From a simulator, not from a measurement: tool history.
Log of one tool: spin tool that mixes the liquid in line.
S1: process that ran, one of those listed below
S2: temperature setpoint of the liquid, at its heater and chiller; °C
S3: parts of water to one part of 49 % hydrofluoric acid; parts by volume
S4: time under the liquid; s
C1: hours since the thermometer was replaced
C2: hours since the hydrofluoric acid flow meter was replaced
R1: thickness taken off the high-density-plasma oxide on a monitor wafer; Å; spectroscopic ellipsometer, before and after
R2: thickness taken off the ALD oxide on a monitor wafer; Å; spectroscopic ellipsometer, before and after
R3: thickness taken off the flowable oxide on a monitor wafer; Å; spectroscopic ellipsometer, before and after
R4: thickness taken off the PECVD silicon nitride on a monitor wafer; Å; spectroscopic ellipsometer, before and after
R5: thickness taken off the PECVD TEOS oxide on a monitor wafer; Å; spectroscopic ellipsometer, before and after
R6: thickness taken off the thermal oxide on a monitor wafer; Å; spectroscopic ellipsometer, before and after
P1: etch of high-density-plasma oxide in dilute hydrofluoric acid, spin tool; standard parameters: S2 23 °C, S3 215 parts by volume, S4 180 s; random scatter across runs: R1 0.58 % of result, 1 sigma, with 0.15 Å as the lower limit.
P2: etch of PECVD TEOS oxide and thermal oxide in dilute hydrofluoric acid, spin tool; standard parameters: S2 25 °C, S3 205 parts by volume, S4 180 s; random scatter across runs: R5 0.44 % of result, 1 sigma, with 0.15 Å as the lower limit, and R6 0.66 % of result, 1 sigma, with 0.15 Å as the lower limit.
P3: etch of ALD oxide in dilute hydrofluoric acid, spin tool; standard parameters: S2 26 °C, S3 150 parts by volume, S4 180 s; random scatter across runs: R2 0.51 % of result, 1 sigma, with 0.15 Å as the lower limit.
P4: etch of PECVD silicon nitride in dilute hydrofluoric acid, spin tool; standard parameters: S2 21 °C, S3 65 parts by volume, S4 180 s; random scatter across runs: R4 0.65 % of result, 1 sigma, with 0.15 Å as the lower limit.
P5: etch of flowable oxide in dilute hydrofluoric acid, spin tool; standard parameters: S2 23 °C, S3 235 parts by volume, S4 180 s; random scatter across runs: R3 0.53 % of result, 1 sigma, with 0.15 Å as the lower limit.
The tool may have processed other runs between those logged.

Run 1, hour 3.8: S1 P1, S2 23 °C, S3 215 parts by volume, S4 180 s; C1 1542.7; C2 360.3. Result: R1 47.417 Å.
Run 2, hour 7.1: S1 P3, S2 26 °C, S3 35 parts by volume, S4 180 s; C1 1546; C2 363.6. Result: R2 627.99 Å.
Run 3, hour 9.6: S1 P3, S2 34 °C, S3 150 parts by volume, S4 180 s; C1 1548.5; C2 366.1. Result: R2 165.71 Å.
Run 4, hour 13.7: S1 P5, S2 17 °C, S3 235 parts by volume, S4 180 s; C1 1552.6; C2 370.2. Result: R3 160.72 Å.
Run 5, hour 18.3: S1 P4, S2 21 °C, S3 95 parts by volume, S4 180 s; C1 1557.2; C2 374.8. Result: R4 25.623 Å.
Run 6, hour 22: S1 P2, S2 17.5 °C, S3 205 parts by volume, S4 180 s; C1 1560.9; C2 378.5. Result: R5 51.888 Å, R6 29.302 Å.
Run 7, hour 26.7: S1 P4, S2 17 °C, S3 65 parts by volume, S4 180 s; C1 1565.6; C2 383.2. Result: R4 28.164 Å.
Run 8, hour 30.9: S1 P1, S2 23 °C, S3 215 parts by volume, S4 50 s; C1 1569.8; C2 387.4. Result: R1 12.849 Å.
Run 9, hour 35.4: S1 P1, S2 18.5 °C, S3 215 parts by volume, S4 180 s; C1 1574.3; C2 391.9. Result: R1 39.918 Å.
Run 10, hour 38: S1 P4, S2 21 °C, S3 65 parts by volume, S4 180 s; C1 1576.9; C2 394.5. Result: R4 37.824 Å.
Run 11, hour 41.2: S1 P1, S2 23 °C, S3 100 parts by volume, S4 75 s; C1 1580.1; C2 397.7. Result: R1 48.033 Å.
Run 12, hour 43.7: S1 P3, S2 26 °C, S3 150 parts by volume, S4 180 s; C1 1582.6; C2 400.2. Result: R2 125.66 Å.
Run 13, hour 46.7: S1 P1, S2 23 °C, S3 380 parts by volume, S4 180 s; C1 1585.6; C2 403.2. Result: R1 22.769 Å.
Run 14, hour 51.4: S1 P1, S2 23 °C, S3 110 parts by volume, S4 180 s; C1 1590.3; C2 407.9. Result: R1 102.9 Å.
Run 15, hour 55.9: S1 P4, S2 21 °C, S3 65 parts by volume, S4 180 s; C1 1594.8; C2 412.4. Result: R4 36.885 Å.
Run 16, hour 58.3: S1 P5, S2 23 °C, S3 130 parts by volume, S4 180 s; C1 1597.2; C2 414.8. Result: R3 407.08 Å.
Run 17, hour 61.4: S1 P2, S2 25 °C, S3 335 parts by volume, S4 180 s; C1 1600.3; C2 417.9. Result: R5 37.076 Å, R6 20.327 Å.
Run 18, hour 65: S1 P1, S2 23 °C, S3 215 parts by volume, S4 180 s; C1 1603.9; C2 421.5. Result: R1 46.802 Å.
Run 19, hour 68.1: S1 P1, S2 23 °C, S3 370 parts by volume, S4 85 s; C1 1607; C2 424.6. Result: R1 10.93 Å.
Run 20, hour 72.9: S1 P5, S2 23 °C, S3 235 parts by volume, S4 180 s; C1 1611.8; C2 429.4. Result: R3 200.9 Å.
At hour 74.3: hydrofluoric acid flow meter replaced.
Run 21, hour 75.5: S1 P2, S2 25 °C, S3 205 parts by volume, S4 65 s; C1 1614.4; C2 1.3. Result: R5 24.845 Å, R6 13.84 Å.
Run 22, hour 80.3: S1 P1, S2 23 °C, S3 215 parts by volume, S4 180 s; C1 1619.2; C2 6.1. Result: R1 47.235 Å.
Run 23, hour 84.2: S1 P4, S2 21 °C, S3 65 parts by volume, S4 300 s; C1 1623.1; C2 10. Result: R4 61.987 Å.
Run 24, hour 86.5: S1 P3, S2 26 °C, S3 150 parts by volume, S4 20 s; C1 1625.4; C2 12.3. Result: R2 14.081 Å.
Run 25, hour 90.7: S1 P5, S2 23 °C, S3 235 parts by volume, S4 305 s; C1 1629.6; C2 16.5. Result: R3 341.87 Å.
Run 26, hour 93.7: S1 P1, S2 23 °C, S3 215 parts by volume, S4 180 s; C1 1632.6; C2 19.5. Result: R1 46.732 Å.
Run 27, hour 97.9: S1 P1, S2 29 °C, S3 215 parts by volume, S4 180 s; C1 1636.8; C2 23.7. Result: R1 59.046 Å.
Run 28, hour 101.3: S1 P2, S2 25 °C, S3 205 parts by volume, S4 180 s; C1 1640.2; C2 27.1. Result: R5 68.772 Å, R6 38.751 Å.
Run 29, hour 105.5: S1 P1, S2 23 °C, S3 215 parts by volume, S4 295 s; C1 1644.4; C2 31.3. Result: R1 77.256 Å.
Run 30, hour 108.9: S1 P1, S2 23 °C, S3 215 parts by volume, S4 180 s; C1 1647.8; C2 34.7. Result: R1 47.262 Å.
Run 31, hour 112.9: S1 P1, S2 23 °C, S3 215 parts by volume, S4 180 s; C1 1651.8; C2 38.7. Result: R1 45.403 Å.
Run 32, hour 115.3: S1 P1, S2 23 °C, S3 215 parts by volume, S4 180 s; C1 1654.2; C2 41.1. Result: R1 45.536 Å.
Run 33, hour 118.2: S1 P1, S2 23 °C, S3 215 parts by volume, S4 180 s; C1 1657.1; C2 44. Result: R1 44.82 Å.
Run 34, hour 123: S1 P1, S2 23 °C, S3 215 parts by volume, S4 180 s; C1 1661.9; C2 48.8. Result: R1 43.557 Å.
Run 35, hour 125.7: S1 P1, S2 23 °C, S3 215 parts by volume, S4 180 s; C1 1664.6; C2 51.5. Result: R1 44.244 Å.
Run 36, hour 129.3: S1 P1, S2 23 °C, S3 215 parts by volume, S4 180 s; C1 1668.2; C2 55.1. Result: R1 43.494 Å.
Run 37, hour 133.6: S1 P1, S2 23 °C, S3 215 parts by volume, S4 180 s; C1 1672.5; C2 59.4. Result: R1 43.647 Å.
Run 38, hour 137.1: S1 P1, S2 23 °C, S3 215 parts by volume, S4 180 s; C1 1676; C2 62.9. Result: R1 43.629 Å.

Something has made what P1 gives creep away from where it was; the 2 causes below, each at its own stated size, fit the log equally well:
A: hydrofluoric acid flow below the setpoint (%) = 6.13
B: liquid colder than its thermometer reads (K) = 2.08
The onset of the drift is placed at about hour 108.9.

Below are 4 check runs, each on a single wafer, with their results shown as question marks. Which of them would tell the listed causes apart, meaning the causes would give clearly different results under it?
Run check 1, hour 140.6: S1 P4, S2 21 °C, S3 65 parts by volume, S4 180 s. Result: R4 ?.
Run check 2, hour 140.6: S1 P3, S2 26 °C, S3 150 parts by volume, S4 180 s. Result: R2 ?.
Run check 3, hour 140.6: S1 P2, S2 25 °C, S3 205 parts by volume, S4 180 s. Result: R5 ?, R6 ?.
Run check 4, hour 140.6: S1 P5, S2 23 °C, S3 235 parts by volume, S4 180 s. Result: R3 ?.

Predicted outcomes, by check and by cause:
  check  result    if A    if B
check 1      R4  34.952  32.203
check 2      R2  116.76  116.31
check 3      R5  63.775  63.848
check 3      R6  35.483  35.524
check 4      R3  185.74  186.06
How far apart the two closest causes lie, in the result that separates them most: check 1 8.19 %; check 2 0.38 %; check 3 0.11 %; check 4 0.17 %
Check 1 tells the causes apart: in the others they would give nearly the same result.

Here is what check 1 returned: R4 32.173 Å. Which cause is it?

B is the cause: liquid colder than its thermometer reads (K).
